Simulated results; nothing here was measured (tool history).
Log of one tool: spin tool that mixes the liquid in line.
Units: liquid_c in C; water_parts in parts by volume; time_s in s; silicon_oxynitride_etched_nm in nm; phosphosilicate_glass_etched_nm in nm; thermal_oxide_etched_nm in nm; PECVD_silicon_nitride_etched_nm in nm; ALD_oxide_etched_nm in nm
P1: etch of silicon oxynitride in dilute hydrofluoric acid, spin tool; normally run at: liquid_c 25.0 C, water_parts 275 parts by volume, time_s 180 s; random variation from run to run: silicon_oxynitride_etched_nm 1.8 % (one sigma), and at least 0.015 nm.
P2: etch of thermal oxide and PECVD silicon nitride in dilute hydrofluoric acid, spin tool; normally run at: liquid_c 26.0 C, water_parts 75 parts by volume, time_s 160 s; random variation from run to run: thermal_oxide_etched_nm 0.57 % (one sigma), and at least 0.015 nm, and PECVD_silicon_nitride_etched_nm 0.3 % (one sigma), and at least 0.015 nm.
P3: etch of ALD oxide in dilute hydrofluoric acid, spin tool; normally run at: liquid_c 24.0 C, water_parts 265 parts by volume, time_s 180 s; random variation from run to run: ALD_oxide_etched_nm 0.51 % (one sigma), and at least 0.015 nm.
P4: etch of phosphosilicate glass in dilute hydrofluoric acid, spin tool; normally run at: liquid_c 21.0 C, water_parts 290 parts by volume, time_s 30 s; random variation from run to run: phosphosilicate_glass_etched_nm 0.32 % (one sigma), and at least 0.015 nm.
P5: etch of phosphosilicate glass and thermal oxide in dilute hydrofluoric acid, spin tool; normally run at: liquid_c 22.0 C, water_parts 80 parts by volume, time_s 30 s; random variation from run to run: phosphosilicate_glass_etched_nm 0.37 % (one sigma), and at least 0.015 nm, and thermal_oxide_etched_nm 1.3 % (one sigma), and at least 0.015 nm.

run   hour  process  liquid_c  water_parts  time_s  silicon_oxynitride_etched_nm  phosphosilicate_glass_etched_nm  thermal_oxide_etched_nm  PECVD_silicon_nitride_etched_nm  ALD_oxide_etched_nm
  1   16.8       P1      25.0          275     180                       1.48770
  2   26.9       P4      24.5          290      30                                                        13.4160
  3   46.2       P2      26.0           75     160                                                                                11.10300                          10.3090
  4   58.6       P1      25.0          390     180                       0.96615
  5   68.3       P5      22.0           80      30                                                        21.5140                  1.70540
  6   78.2       P1      25.0          275      55                       0.45453
  7   96.5       P1      25.0          150     180                       2.84460
  8  109.3       P5      22.0           80      30                                                        21.7160                  1.64800
  9  120.7       P3      17.0          265     180                                                                                                                                        4.2185
 10  134.5       P1      25.0          275     180                       1.38070
 11  148.8       P2      26.0          120     160                                                                                 6.41830                           6.4418
 12  167.6       P5      30.5           80      30                                                        30.0970                  2.35810
 13  185.1       P1      25.0          275     180                       1.40440
 14  194.5       P1      25.0           90      90                       2.59610
 15  206.9       P1      25.0          275     360                       2.91250
 16  226.4       P3      24.0          265     180                                                                                                                                        5.4734
 17  237.8       P2      26.0           75     160                                                                                10.97600                          10.2620
 18  250.5       P3      24.0          265     180                                                                                                                                        5.4020
 19  266.5       P2      33.5           75     160                                                                                14.71500                          16.5680
 20  285.3       P4      21.0          140      30                                                        28.4380
 21  301.5       P3      24.0          120     180                                                                                                                                       14.1940
 22  315.3       P5      22.0          125      30                                                        13.1510                  1.02290
 23  332.2       P5      22.0           80      15                                                        10.7810                  0.84109
 24  348.2       P4      21.0          290      15                                                         5.9176
 25  362.1       P1      31.5          275     180                       1.90790
 26  379.9       P2      26.0           75     285                                                                                19.48500                          18.2700
 27  390.2       P1      25.0          275     180                       1.40910
 28  398.6       P1      19.5          275     180                       1.14390
 29  412.4       P4      21.0          290      30                                                        11.8480
 30  429.7       P3      24.0          265     315                                                                                                                                        9.5922
 31  442.2       P1      25.0          275     180                       1.47290
 32  456.9       P1      25.0          275     180                       1.50030
 33  475.4       P1      25.0          275     180                       1.59950
 34  494.1       P1      25.0          275     180                       1.59410
 35  510.4       P1      25.0          275     180                       1.58760
 36  521.3       P1      25.0          275     180                       1.61670
 37  535.0       P1      25.0          275     180                       1.59490
 38  544.7       P1      25.0          275     180                       1.61990

What P1 gives has crept away from where it was. These 2 causes fit the log equally well, each at the size given:
A: hydrofluoric acid flow above the setpoint (%) = 9.05
B: liquid hotter than its thermometer reads (K) = 2.47
The creep began at about hour 442.2.

4 check runs are offered, one wafer each, their results left as question marks. Which one tells the causes apart?
check 1  554.4       P2      26.0           75     225                                                                                       ?                                ?
check 2  554.4       P3      17.0          265     285                                                                                                                                             ?
check 3  554.4       P5      25.5           80      30                                                              ?                        ?
check 4  554.4       P4      21.0          145      15                                                              ?

What each check would give under each cause:
  check                           result      if A      if B
check 1          thermal_oxide_etched_nm  16.95500  16.99000
check 1  PECVD_silicon_nitride_etched_nm   15.7410   16.9660
check 2              ALD_oxide_etched_nm    7.4271    7.3394
check 3  phosphosilicate_glass_etched_nm   27.4350   27.4790
check 3          thermal_oxide_etched_nm   2.12290   2.12630
check 4  phosphosilicate_glass_etched_nm   15.1190   15.0710
How far apart the two closest causes lie, in the result that separates them most: check 1 7.49 %; check 2 1.19 %; check 3 0.16 %; check 4 0.32 %
Only check 1 tells the causes apart: in the others they would give nearly the same result.

Then check 1 was run and gave: thermal_oxide_etched_nm 17.04300 nm; PECVD_silicon_nitride_etched_nm 15.7690 nm. Which cause is it?

It is A: hydrofluoric acid flow above the setpoint (%).
